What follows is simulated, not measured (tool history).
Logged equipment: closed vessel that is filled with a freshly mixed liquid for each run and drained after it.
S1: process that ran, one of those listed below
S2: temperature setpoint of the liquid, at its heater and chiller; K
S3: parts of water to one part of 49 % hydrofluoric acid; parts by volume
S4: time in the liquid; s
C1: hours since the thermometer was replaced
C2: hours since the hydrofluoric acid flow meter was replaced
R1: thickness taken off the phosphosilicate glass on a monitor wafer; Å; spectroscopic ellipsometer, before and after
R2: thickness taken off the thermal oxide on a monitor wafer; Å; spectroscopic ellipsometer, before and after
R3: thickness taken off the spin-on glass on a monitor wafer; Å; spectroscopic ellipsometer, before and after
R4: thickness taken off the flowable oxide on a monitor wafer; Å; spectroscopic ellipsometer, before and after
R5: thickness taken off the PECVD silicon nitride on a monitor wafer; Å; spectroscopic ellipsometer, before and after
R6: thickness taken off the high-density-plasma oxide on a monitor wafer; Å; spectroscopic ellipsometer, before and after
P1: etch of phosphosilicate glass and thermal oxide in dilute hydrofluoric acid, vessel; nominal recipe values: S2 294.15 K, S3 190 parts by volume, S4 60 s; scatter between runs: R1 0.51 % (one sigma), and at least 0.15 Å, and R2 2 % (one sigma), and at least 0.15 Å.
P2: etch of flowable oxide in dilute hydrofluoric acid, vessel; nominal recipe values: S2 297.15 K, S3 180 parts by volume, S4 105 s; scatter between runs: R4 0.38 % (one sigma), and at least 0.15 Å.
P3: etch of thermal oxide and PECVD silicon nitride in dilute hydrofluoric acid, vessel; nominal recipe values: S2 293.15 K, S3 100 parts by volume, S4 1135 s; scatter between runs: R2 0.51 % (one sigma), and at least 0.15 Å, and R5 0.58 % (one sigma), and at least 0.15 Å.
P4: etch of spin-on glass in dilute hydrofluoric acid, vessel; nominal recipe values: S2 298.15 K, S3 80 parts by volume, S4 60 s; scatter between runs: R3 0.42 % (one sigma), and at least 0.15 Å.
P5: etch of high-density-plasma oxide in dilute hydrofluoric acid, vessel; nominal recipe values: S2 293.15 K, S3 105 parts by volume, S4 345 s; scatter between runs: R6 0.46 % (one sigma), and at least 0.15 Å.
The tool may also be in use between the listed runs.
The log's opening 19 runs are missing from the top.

Run 20, hour 81.2: S1 P5, S2 293.15 K, S3 105 parts by volume, S4 595 s; C1 787; C2 627.6. Result: R6 331.61 Å.
Run 21, hour 85: S1 P3, S2 293.15 K, S3 145 parts by volume, S4 1135 s; C1 790.8; C2 631.4. Result: R2 316.16 Å, R5 103.42 Å.
Run 22, hour 89.2: S1 P1, S2 294.15 K, S3 190 parts by volume, S4 60 s; C1 795; C2 635.6. Result: R1 200.65 Å, R2 11.779 Å.
Run 23, hour 93.6: S1 P1, S2 290.15 K, S3 190 parts by volume, S4 60 s; C1 799.4; C2 640. Result: R1 171.79 Å, R2 10.259 Å.
Run 24, hour 98.3: S1 P2, S2 297.15 K, S3 180 parts by volume, S4 105 s; C1 804.1; C2 644.7. Result: R4 209.24 Å.
Run 25, hour 100.8: S1 P1, S2 298.15 K, S3 190 parts by volume, S4 115 s; C1 806.6; C2 647.2. Result: R1 444.49 Å, R2 25.793 Å.
Run 26, hour 105.1: S1 P1, S2 294.15 K, S3 105 parts by volume, S4 60 s; C1 810.9; C2 651.5. Result: R1 401.94 Å, R2 23.432 Å.
Run 27, hour 109.2: S1 P1, S2 294.15 K, S3 190 parts by volume, S4 115 s; C1 815; C2 655.6. Result: R1 388.98 Å, R2 20.999 Å.
Run 28, hour 114.7: S1 P3, S2 293.15 K, S3 100 parts by volume, S4 2190 s; C1 820.5; C2 661.1. Result: R2 926.28 Å, R5 288.69 Å.
Run 29, hour 118.2: S1 P2, S2 297.15 K, S3 35 parts by volume, S4 105 s; C1 824; C2 664.6. Result: R4 1273.5 Å.
Run 30, hour 123.4: S1 P1, S2 300.65 K, S3 95 parts by volume, S4 60 s; C1 829.2; C2 669.8. Result: R1 571.57 Å, R2 32.979 Å.
Run 31, hour 127.7: S1 P1, S2 294.15 K, S3 190 parts by volume, S4 60 s; C1 833.5; C2 674.1. Result: R1 200.82 Å, R2 11.971 Å.
Run 32, hour 131: S1 P1, S2 294.15 K, S3 190 parts by volume, S4 60 s; C1 836.8; C2 677.4. Result: R1 196.69 Å, R2 11.227 Å.
Run 33, hour 134.3: S1 P1, S2 294.15 K, S3 190 parts by volume, S4 60 s; C1 840.1; C2 680.7. Result: R1 194.77 Å, R2 11.214 Å.
Run 34, hour 139.5: S1 P1, S2 294.15 K, S3 190 parts by volume, S4 60 s; C1 845.3; C2 685.9. Result: R1 190.68 Å, R2 10.781 Å.
Run 35, hour 145.2: S1 P1, S2 294.15 K, S3 190 parts by volume, S4 60 s; C1 851; C2 691.6. Result: R1 186.64 Å, R2 11.036 Å.
Run 36, hour 150.5: S1 P1, S2 294.15 K, S3 190 parts by volume, S4 60 s; C1 856.3; C2 696.9. Result: R1 186.52 Å, R2 10.406 Å.
Run 37, hour 154.9: S1 P1, S2 294.15 K, S3 190 parts by volume, S4 60 s; C1 860.7; C2 701.3. Result: R1 185.81 Å, R2 10.659 Å.
Run 38, hour 159: S1 P1, S2 294.15 K, S3 190 parts by volume, S4 60 s; C1 864.8; C2 705.4. Result: R1 184.73 Å, R2 11.012 Å.
Run 39, hour 162.5: S1 P1, S2 294.15 K, S3 190 parts by volume, S4 60 s; C1 868.3; C2 708.9. Result: R1 185.31 Å, R2 10.725 Å.

Forecast run 40:
Run 40, hour 165.7: S1 P1, S2 294.15 K, S3 190 parts by volume, S4 60 s; C1 871.5; C2 712.1. Result: R1 ?, R2 ?.

{"run 40": {"R1": 185.26, "R2": 10.844}}

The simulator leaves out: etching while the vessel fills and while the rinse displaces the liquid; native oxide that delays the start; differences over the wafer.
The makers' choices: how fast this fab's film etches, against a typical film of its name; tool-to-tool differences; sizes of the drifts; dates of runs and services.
